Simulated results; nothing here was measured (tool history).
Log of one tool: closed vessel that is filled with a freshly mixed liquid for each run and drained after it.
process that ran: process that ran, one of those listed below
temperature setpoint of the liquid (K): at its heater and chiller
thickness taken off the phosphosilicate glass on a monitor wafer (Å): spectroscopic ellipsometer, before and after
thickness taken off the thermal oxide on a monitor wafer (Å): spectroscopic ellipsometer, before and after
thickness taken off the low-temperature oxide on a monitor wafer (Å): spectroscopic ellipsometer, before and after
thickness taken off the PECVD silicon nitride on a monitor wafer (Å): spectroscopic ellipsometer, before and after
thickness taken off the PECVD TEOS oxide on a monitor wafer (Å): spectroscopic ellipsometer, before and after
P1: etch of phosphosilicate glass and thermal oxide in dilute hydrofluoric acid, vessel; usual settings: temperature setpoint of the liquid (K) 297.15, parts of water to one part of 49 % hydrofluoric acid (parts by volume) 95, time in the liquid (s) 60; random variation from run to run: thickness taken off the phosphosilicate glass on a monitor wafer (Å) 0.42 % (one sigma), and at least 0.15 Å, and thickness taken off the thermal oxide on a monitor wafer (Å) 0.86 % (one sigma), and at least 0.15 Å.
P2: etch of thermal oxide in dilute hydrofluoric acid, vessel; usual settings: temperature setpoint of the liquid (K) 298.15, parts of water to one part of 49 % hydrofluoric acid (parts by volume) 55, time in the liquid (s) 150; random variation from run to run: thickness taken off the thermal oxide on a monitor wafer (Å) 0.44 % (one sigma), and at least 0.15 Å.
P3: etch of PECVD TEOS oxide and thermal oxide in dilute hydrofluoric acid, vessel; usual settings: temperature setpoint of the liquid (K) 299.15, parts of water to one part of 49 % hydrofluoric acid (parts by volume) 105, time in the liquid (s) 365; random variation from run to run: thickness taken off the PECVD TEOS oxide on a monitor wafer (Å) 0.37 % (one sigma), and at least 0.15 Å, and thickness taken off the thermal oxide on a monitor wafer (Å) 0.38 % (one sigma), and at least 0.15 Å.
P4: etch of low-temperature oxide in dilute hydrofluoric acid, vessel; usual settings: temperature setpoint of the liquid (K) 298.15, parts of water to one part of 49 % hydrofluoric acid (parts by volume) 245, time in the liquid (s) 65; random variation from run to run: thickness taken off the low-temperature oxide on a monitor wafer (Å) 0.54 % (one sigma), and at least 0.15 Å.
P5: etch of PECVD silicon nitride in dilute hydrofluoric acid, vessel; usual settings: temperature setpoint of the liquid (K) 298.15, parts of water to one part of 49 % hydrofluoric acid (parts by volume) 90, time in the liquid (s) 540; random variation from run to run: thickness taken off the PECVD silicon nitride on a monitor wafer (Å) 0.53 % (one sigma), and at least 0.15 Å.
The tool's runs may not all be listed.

| run | hour | process that ran | temperature setpoint of the liquid (K) | parts of water to one part of 49 % hydrofluoric acid (parts by volume) | time in the liquid (s) | thickness taken off the phosphosilicate glass on a monitor wafer (Å) | thickness taken off the thermal oxide on a monitor wafer (Å) | thickness taken off the low-temperature oxide on a monitor wafer (Å) | thickness taken off the PECVD silicon nitride on a monitor wafer (Å) | thickness taken off the PECVD TEOS oxide on a monitor wafer (Å) |
|---|---|---|---|---|---|---|---|---|---|---|
| 1 | 10.7 | P1 | 297.15 | 95 | 60 | 897.70 | 28.620 |  |  |  |
| 2 | 20.2 | P1 | 297.15 | 95 | 30 | 449.73 | 14.649 |  |  |  |
| 3 | 25.0 | P4 | 298.15 | 395 | 65 |  |  | 33.246 |  |  |
| 4 | 34.2 | P5 | 298.15 | 20 | 540 |  |  |  | 1106.600 |  |
| 5 | 43.1 | P5 | 298.15 | 90 | 540 |  |  |  | 256.330 |  |
| 6 | 52.9 | P4 | 298.15 | 245 | 65 |  |  | 62.728 |  |  |
| 7 | 61.9 | P1 | 297.15 | 55 | 60 | 1633.10 | 53.235 |  |  |  |
| 8 | 68.2 | P1 | 297.15 | 95 | 90 | 1344.50 | 43.819 |  |  |  |
| 9 | 75.3 | P5 | 298.15 | 90 | 540 |  |  |  | 259.310 |  |
| 10 | 82.4 | P1 | 297.15 | 95 | 60 | 894.44 | 28.575 |  |  |  |
| 11 | 88.5 | P1 | 297.15 | 95 | 60 | 902.53 | 29.060 |  |  |  |
| 12 | 96.4 | P1 | 305.15 | 95 | 60 | 1222.20 | 39.094 |  |  |  |
| 13 | 103.9 | P2 | 298.15 | 55 | 150 |  | 137.070 |  |  |  |
| 14 | 109.0 | P2 | 298.15 | 105 | 150 |  | 67.363 |  |  |  |
| 15 | 118.3 | P4 | 298.15 | 245 | 115 |  |  | 110.390 |  |  |
| 16 | 125.9 | P3 | 299.15 | 105 | 365 |  | 188.440 |  |  | 406.720 |
| 17 | 135.7 | P3 | 299.15 | 105 | 60 |  | 30.797 |  |  | 66.576 |
| 18 | 145.9 | P5 | 306.65 | 90 | 540 |  |  |  | 433.690 |  |
| 19 | 156.2 | P3 | 299.15 | 145 | 365 |  | 130.070 |  |  | 277.620 |
| 20 | 161.2 | P1 | 290.15 | 95 | 60 | 675.86 | 21.568 |  |  |  |
| 21 | 168.1 | P1 | 297.15 | 125 | 30 | 326.80 | 10.828 |  |  |  |
| 22 | 173.8 | P3 | 294.15 | 105 | 365 |  | 155.910 |  |  | 332.250 |
| 23 | 182.4 | P2 | 298.15 | 55 | 290 |  | 267.800 |  |  |  |
| 24 | 192.7 | P1 | 297.15 | 95 | 60 | 893.88 | 28.646 |  |  |  |
| 25 | 202.5 | P4 | 298.15 | 245 | 65 |  |  | 61.916 |  |  |
| 26 | 207.6 | P4 | 293.65 | 245 | 65 |  |  | 52.928 |  |  |
| 27 | 214.3 | P1 | 297.15 | 145 | 60 | 554.88 | 17.951 |  |  |  |
| 28 | 220.2 | P1 | 297.15 | 95 | 60 | 892.15 | 29.104 |  |  |  |
| 29 | 226.5 | P2 | 292.65 | 55 | 150 |  | 109.510 |  |  |  |
| 30 | 235.3 | P5 | 298.15 | 90 | 85 |  |  |  | 40.122 |  |
| 31 | 242.2 | P1 | 297.15 | 95 | 60 | 898.54 | 28.759 |  |  |  |
| 32 | 252.7 | P1 | 297.15 | 95 | 60 | 898.08 | 28.779 |  |  |  |
| 33 | 262.3 | P1 | 297.15 | 95 | 60 | 926.94 | 29.591 |  |  |  |
| 34 | 271.7 | P1 | 297.15 | 95 | 60 | 939.48 | 30.192 |  |  |  |
| 35 | 279.1 | P1 | 297.15 | 95 | 60 | 951.58 | 30.656 |  |  |  |
| 36 | 287.9 | P1 | 297.15 | 95 | 60 | 956.03 | 31.209 |  |  |  |
| 37 | 297.6 | P1 | 297.15 | 95 | 60 | 955.15 | 30.831 |  |  |  |
| 38 | 305.6 | P1 | 297.15 | 95 | 60 | 963.99 | 31.216 |  |  |  |
| 39 | 311.9 | P1 | 297.15 | 95 | 60 | 960.02 | 30.794 |  |  |  |
| 40 | 321.3 | P1 | 297.15 | 95 | 60 | 968.17 | 30.606 |  |  |  |
| 41 | 331.5 | P1 | 297.15 | 95 | 60 | 963.07 | 31.738 |  |  |  |

What P1 gives has crept away from where it was. These 2 causes fit the log equally well, each at the size given:
A: liquid hotter than its thermometer reads (K) = 1.85
B: hydrofluoric acid flow above the setpoint (%) = 6.75
The creep began at about hour 252.7.

4 check runs are offered, one wafer each, their results left as question marks. Which one tells the causes apart?
| check 1 | 341.7 | P3 | 299.15 | 135 | 160 |  | ? |  |  | ? |
| check 2 | 341.7 | P2 | 294.65 | 55 | 150 |  | ? |  |  |  |
| check 3 | 341.7 | P5 | 303.15 | 35 | 540 |  |  |  | ? |  |
| check 4 | 341.7 | P4 | 295.15 | 245 | 110 |  |  | ? |  |  |

What each check would give under each cause:
| check | result | if A | if B |
|---|---|---|---|
| check 1 | thickness taken off the thermal oxide on a monitor wafer (Å) | 66.406 | 66.833 |
| check 1 | thickness taken off the PECVD TEOS oxide on a monitor wafer (Å) | 142.790 | 143.710 |
| check 2 | thickness taken off the thermal oxide on a monitor wafer (Å) | 128.950 | 128.040 |
| check 3 | thickness taken off the PECVD silicon nitride on a monitor wafer (Å) | 1016.600 | 961.440 |
| check 4 | thickness taken off the low-temperature oxide on a monitor wafer (Å) | 101.540 | 102.910 |
How far apart the two closest causes lie, in the result that separates them most: check 1 0.64 %; check 2 0.71 %; check 3 5.58 %; check 4 1.33 %
Check 3 tells the causes apart: in the others they would give nearly the same result.

Check 3 was then run and gave: thickness taken off the PECVD silicon nitride on a monitor wafer (Å) 953.890. Which cause is it?

It is B: hydrofluoric acid flow above the setpoint (%).
